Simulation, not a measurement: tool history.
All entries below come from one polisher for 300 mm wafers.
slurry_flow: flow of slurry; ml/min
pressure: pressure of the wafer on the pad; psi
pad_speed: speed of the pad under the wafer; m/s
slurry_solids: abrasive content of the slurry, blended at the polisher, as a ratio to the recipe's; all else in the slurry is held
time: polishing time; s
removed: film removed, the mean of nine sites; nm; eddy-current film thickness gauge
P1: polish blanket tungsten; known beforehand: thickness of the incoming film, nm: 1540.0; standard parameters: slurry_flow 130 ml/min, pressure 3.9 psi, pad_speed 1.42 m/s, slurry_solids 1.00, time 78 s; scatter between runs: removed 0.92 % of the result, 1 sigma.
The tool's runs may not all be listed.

run,hour,slurry_flow,pressure,pad_speed,slurry_solids,time,wafers polished on this pad,hours since the slurry nozzle was cleaned,hours since the head pressure was calibrated,hours since the slurry blender was calibrated,hours since the slurry got fresh peroxide,removed
1,5.2,130,3.9,1.42,1.00,78,795,193.7,278.5,134.1,37.7,466.42
2,12.0,130,3.9,1.80,1.35,78,841,200.5,285.3,140.9,44.5,629.60
3,15.9,130,3.9,1.42,1.00,78,867,204.4,289.2,144.8,48.4,464.54
4,19.8,130,3.9,1.42,1.00,119,893,208.3,293.1,148.7,52.3,690.62
5,25.6,130,3.9,1.42,1.00,58,932,214.1,298.9,154.5,58.1,344.59
6,29.5,130,3.9,1.42,0.50,78,959,218.0,302.8,158.4,62.0,392.36
7,36.0,80,3.9,1.42,1.00,78,1003,224.5,309.3,164.9,68.5,406.63
8,42.0,130,6.2,1.42,1.00,78,1043,230.5,315.3,170.9,74.5,733.96
# hour 44.0: slurry tank refilled with fresh slurry and peroxide
9,48.2,130,3.9,1.78,1.00,78,1085,236.7,321.5,177.1,4.3,574.93
10,51.5,130,3.9,0.90,1.00,78,1107,240.0,324.8,180.4,7.6,290.46
11,58.3,130,3.9,2.00,1.00,39,1153,246.8,331.6,187.2,14.4,325.54
12,63.6,130,3.9,1.42,1.00,78,1189,252.1,336.9,192.5,19.7,455.30
# hour 66.5: worn pad replaced by a new one
13,67.7,130,2.4,1.42,1.00,78,8,256.2,341.0,196.6,23.8,279.79
14,73.6,130,3.9,1.42,1.00,78,48,262.1,346.9,202.5,29.7,460.31
15,77.0,130,4.8,1.42,1.00,120,71,265.5,350.3,205.9,33.1,870.36
# hour 78.7: slurry nozzle cleaned
16,83.5,170,3.9,1.42,1.00,78,114,4.9,356.8,212.4,39.6,484.03
17,89.5,130,3.9,1.42,1.25,78,155,10.9,362.8,218.4,45.6,479.35
18,93.8,130,3.9,1.42,1.00,78,184,15.2,367.1,222.7,49.9,453.00

Forecast run 19:
19,100.5,130,3.9,1.42,1.00,78,229,21.9,373.8,229.4,56.6,?

removed: 448.69 nm

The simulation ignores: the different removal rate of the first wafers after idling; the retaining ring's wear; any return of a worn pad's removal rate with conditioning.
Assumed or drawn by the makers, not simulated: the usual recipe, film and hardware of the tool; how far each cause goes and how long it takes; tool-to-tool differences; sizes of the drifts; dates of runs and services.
